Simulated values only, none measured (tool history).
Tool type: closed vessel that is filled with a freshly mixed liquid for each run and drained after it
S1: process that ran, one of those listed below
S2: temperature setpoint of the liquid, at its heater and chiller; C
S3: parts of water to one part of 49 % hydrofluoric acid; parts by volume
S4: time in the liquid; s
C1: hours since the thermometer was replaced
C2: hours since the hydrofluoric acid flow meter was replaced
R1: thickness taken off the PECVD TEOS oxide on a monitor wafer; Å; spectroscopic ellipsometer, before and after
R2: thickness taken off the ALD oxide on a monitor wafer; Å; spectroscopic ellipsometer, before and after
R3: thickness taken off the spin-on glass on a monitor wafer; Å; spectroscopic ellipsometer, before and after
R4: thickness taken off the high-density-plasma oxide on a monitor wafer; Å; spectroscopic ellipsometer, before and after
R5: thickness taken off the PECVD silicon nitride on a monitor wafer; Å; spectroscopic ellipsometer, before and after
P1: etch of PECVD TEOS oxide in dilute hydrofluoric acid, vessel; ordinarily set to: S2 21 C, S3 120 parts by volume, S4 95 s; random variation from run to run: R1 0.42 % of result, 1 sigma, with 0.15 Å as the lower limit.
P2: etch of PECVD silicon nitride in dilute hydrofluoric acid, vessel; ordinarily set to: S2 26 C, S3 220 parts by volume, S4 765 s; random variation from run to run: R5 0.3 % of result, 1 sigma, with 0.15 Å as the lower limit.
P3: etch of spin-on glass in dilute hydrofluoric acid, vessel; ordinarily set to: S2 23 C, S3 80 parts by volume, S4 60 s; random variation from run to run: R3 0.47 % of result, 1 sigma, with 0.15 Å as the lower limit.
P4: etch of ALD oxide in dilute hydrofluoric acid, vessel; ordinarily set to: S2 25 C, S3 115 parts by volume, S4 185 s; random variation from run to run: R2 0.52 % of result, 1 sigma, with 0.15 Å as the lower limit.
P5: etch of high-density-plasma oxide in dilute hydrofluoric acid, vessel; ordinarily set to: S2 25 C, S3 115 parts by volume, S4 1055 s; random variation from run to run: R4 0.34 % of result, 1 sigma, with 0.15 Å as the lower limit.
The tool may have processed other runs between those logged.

run,hour,S1,S2,S3,S4,C1,C2,R1,R2,R3,R4,R5
1,5.6,P1,21,120,95,1956.7,582,85.156,,,,
2,12.5,P4,25,200,185,1963.6,588.9,,278.19,,,
3,21.8,P3,23,130,60,1972.9,598.2,,,154.85,,
4,27.7,P4,25,115,185,1978.8,604.1,,529.33,,,
5,35.6,P4,25,115,185,1986.7,612,,536.46,,,
6,44.5,P1,26.5,120,95,1995.6,620.9,105.62,,,,
7,53,P1,21,120,170,2004.1,629.4,152.5,,,,
# hour 59.7: hydrofluoric acid flow meter replaced
8,64.2,P5,25,115,545,2015.3,4.5,,,,257.33,
9,71.7,P4,31.5,115,185,2022.8,12,,682.48,,,
10,76.8,P2,26,85,765,2027.9,17.1,,,,,171.25
11,83.7,P1,21,120,95,2034.8,24,85.171,,,,
12,90.3,P1,21,120,30,2041.4,30.6,26.708,,,,
13,100.8,P5,25,115,1055,2051.9,41.1,,,,498.52,
14,107.6,P1,21,185,95,2058.7,47.9,51.293,,,,
15,115.8,P1,29,120,30,2066.9,56.1,36.198,,,,
16,126.5,P2,26,220,1180,2077.6,66.8,,,,,101.99
17,137.4,P3,23,80,105,2088.5,77.7,,,466.6,,
18,146.8,P1,17,120,95,2097.9,87.1,71.958,,,,
19,153.2,P1,21,25,95,2104.3,93.5,457.18,,,,
20,161.4,P3,31,80,60,2112.5,101.7,,,365.98,,
21,167.6,P1,21,120,95,2118.7,107.9,85.309,,,,
22,172.8,P5,25,205,1055,2123.9,113.1,,,,251.96,
23,177.9,P4,25,115,95,2129,118.2,,273.04,,,
24,187.9,P5,32,115,1055,2139,128.2,,,,648.94,
25,197.3,P3,23,80,60,2148.4,137.6,,,267.33,,
26,208.4,P1,21,120,95,2159.5,148.7,84.089,,,,
27,217.9,P2,26,220,765,2169,158.2,,,,,66.26
28,229.6,P2,19,220,765,2180.7,169.9,,,,,42.284
29,235.9,P1,21,120,95,2187,176.2,85.608,,,,
30,247.6,P1,21,120,95,2198.7,187.9,83.025,,,,
31,258.3,P1,21,120,95,2209.4,198.6,81.746,,,,
32,268.2,P1,21,120,95,2219.3,208.5,81.353,,,,
33,274.7,P1,21,120,95,2225.8,215,80.322,,,,
34,283.1,P1,21,120,95,2234.2,223.4,80.488,,,,
35,294.2,P1,21,120,95,2245.3,234.5,80.329,,,,
36,305.5,P1,21,120,95,2256.6,245.8,81.104,,,,

What P1 gives has crept off from where it sat before. The 2 causes that follow fit the log equally well, each at the size noted:
A: liquid colder than its thermometer reads (K) = 1.39
B: hydrofluoric acid flow below the setpoint (%) = 4.81
The creep began at about hour 235.9.

Each of the 4 check runs below uses one wafer; its results are left as question marks. Which run tells the causes apart?
check 1,316.8,P4,25,115,185,,,,?,,,
check 2,316.8,P2,26,220,765,,,,,,,?
check 3,316.8,P3,23,80,60,,,,,?,,
check 4,316.8,P5,25,115,1055,,,,,,?,

If the cause were each of the candidates in turn, the checks would give the following:
check,result,if A,if B
check 1,R2,505.14,504.09
check 2,R5,60.752,63.031
check 3,R3,252.65,253.28
check 4,R4,471.99,471.01
Distance between the nearest two causes, measured in the result of the check that separates them most: check 1 0.21 %; check 2 3.68 %; check 3 0.25 %; check 4 0.21 %
Only in check 2 would the causes give clearly different results; in the remaining checks their results would be nearly the same.

Then check 2 was run and gave: R5 62.817 Å. Which cause is it?

B is the cause: hydrofluoric acid flow below the setpoint (%).
